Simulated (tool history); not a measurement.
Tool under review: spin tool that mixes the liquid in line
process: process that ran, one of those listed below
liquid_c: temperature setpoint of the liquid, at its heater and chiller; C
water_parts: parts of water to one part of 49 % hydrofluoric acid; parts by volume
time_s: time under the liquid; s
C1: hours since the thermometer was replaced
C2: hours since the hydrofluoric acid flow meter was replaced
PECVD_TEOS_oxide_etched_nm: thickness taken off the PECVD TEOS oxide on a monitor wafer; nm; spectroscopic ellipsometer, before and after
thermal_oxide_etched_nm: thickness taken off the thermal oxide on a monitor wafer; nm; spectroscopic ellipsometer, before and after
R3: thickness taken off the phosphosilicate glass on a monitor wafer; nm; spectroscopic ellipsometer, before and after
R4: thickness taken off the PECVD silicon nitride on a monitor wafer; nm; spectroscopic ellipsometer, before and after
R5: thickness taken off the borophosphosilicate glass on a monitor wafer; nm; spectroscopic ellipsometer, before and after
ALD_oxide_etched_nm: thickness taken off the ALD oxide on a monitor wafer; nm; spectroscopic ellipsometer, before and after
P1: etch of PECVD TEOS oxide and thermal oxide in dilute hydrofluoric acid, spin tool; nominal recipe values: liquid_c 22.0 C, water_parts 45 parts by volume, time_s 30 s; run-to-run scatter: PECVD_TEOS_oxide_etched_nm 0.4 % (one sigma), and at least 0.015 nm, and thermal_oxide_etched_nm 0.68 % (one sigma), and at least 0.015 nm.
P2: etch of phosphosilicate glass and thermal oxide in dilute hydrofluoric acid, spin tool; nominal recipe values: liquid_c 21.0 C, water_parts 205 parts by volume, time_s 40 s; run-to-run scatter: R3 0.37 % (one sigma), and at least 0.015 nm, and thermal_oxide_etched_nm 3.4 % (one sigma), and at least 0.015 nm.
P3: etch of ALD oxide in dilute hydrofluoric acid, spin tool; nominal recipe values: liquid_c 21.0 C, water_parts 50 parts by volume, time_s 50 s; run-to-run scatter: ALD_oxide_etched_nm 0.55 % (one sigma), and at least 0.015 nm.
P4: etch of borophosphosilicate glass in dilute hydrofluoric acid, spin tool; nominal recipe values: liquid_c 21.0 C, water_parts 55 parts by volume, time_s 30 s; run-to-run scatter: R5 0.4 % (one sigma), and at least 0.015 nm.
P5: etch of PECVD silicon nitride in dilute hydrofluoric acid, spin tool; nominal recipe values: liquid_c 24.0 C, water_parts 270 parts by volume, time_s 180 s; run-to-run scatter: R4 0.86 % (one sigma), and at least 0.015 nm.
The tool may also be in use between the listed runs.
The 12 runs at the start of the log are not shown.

run 13 day=5.471 | process=P1 liquid_c=22.0 water_parts=45 time_s=15 | C1=708.2 C2=644.1 | PECVD_TEOS_oxide_etched_nm=5.4253 thermal_oxide_etched_nm=1.52670
run 14 day=6.038 | process=P4 liquid_c=21.0 water_parts=20 time_s=30 | C1=721.8 C2=657.7 | R5=82.316
run 15 day=6.296 | process=P5 liquid_c=24.0 water_parts=60 time_s=180 | C1=728.0 C2=663.9 | R4=10.47900
run 16 day=6.596 | process=P3 liquid_c=21.0 water_parts=20 time_s=50 | C1=735.2 C2=671.1 | ALD_oxide_etched_nm=34.503
run 17 day=7.100 | process=P1 liquid_c=22.0 water_parts=60 time_s=30 | C1=747.3 C2=683.2 | PECVD_TEOS_oxide_etched_nm=7.9989 thermal_oxide_etched_nm=2.28020
run 18 day=7.479 | process=P2 liquid_c=21.0 water_parts=205 time_s=75 | C1=756.4 C2=692.3 | thermal_oxide_etched_nm=1.36780 R3=43.906
run 19 day=8.008 | process=P1 liquid_c=22.0 water_parts=60 time_s=15 | C1=769.1 C2=705.0 | PECVD_TEOS_oxide_etched_nm=3.9895 thermal_oxide_etched_nm=1.11920
run 20 day=8.558 | process=P1 liquid_c=22.0 water_parts=20 time_s=30 | C1=782.3 C2=718.2 | PECVD_TEOS_oxide_etched_nm=25.0670 thermal_oxide_etched_nm=7.23340
run 21 day=9.117 | process=P2 liquid_c=21.0 water_parts=50 time_s=40 | C1=795.7 C2=731.6 | thermal_oxide_etched_nm=3.71300 R3=112.930
run 22 day=9.483 | process=P1 liquid_c=22.0 water_parts=45 time_s=55 | C1=804.5 C2=740.4 | PECVD_TEOS_oxide_etched_nm=19.9050 thermal_oxide_etched_nm=5.70460
run 23 day=9.850 | process=P4 liquid_c=21.0 water_parts=55 time_s=60 | C1=813.3 C2=749.2 | R5=57.600
run 24 day=10.400 | process=P1 liquid_c=22.0 water_parts=45 time_s=30 | C1=826.5 C2=762.4 | PECVD_TEOS_oxide_etched_nm=10.8400 thermal_oxide_etched_nm=3.08690
run 25 day=10.829 | process=P5 liquid_c=24.0 water_parts=270 time_s=180 | C1=836.8 C2=772.7 | R4=2.34060
run 26 day=11.125 | process=P1 liquid_c=22.0 water_parts=45 time_s=30 | C1=843.9 C2=779.8 | PECVD_TEOS_oxide_etched_nm=10.8310 thermal_oxide_etched_nm=3.04050
run 27 day=11.404 | process=P1 liquid_c=25.5 water_parts=45 time_s=30 | C1=850.6 C2=786.5 | PECVD_TEOS_oxide_etched_nm=12.5260 thermal_oxide_etched_nm=3.55890

What will run 28 give?
run 28 day=11.771 | process=P2 liquid_c=21.0 water_parts=205 time_s=40 | C1=859.4 C2=795.3 | thermal_oxide_etched_nm=? R3=?

thermal_oxide_etched_nm: 0.76370 nm
R3: 23.271 nm

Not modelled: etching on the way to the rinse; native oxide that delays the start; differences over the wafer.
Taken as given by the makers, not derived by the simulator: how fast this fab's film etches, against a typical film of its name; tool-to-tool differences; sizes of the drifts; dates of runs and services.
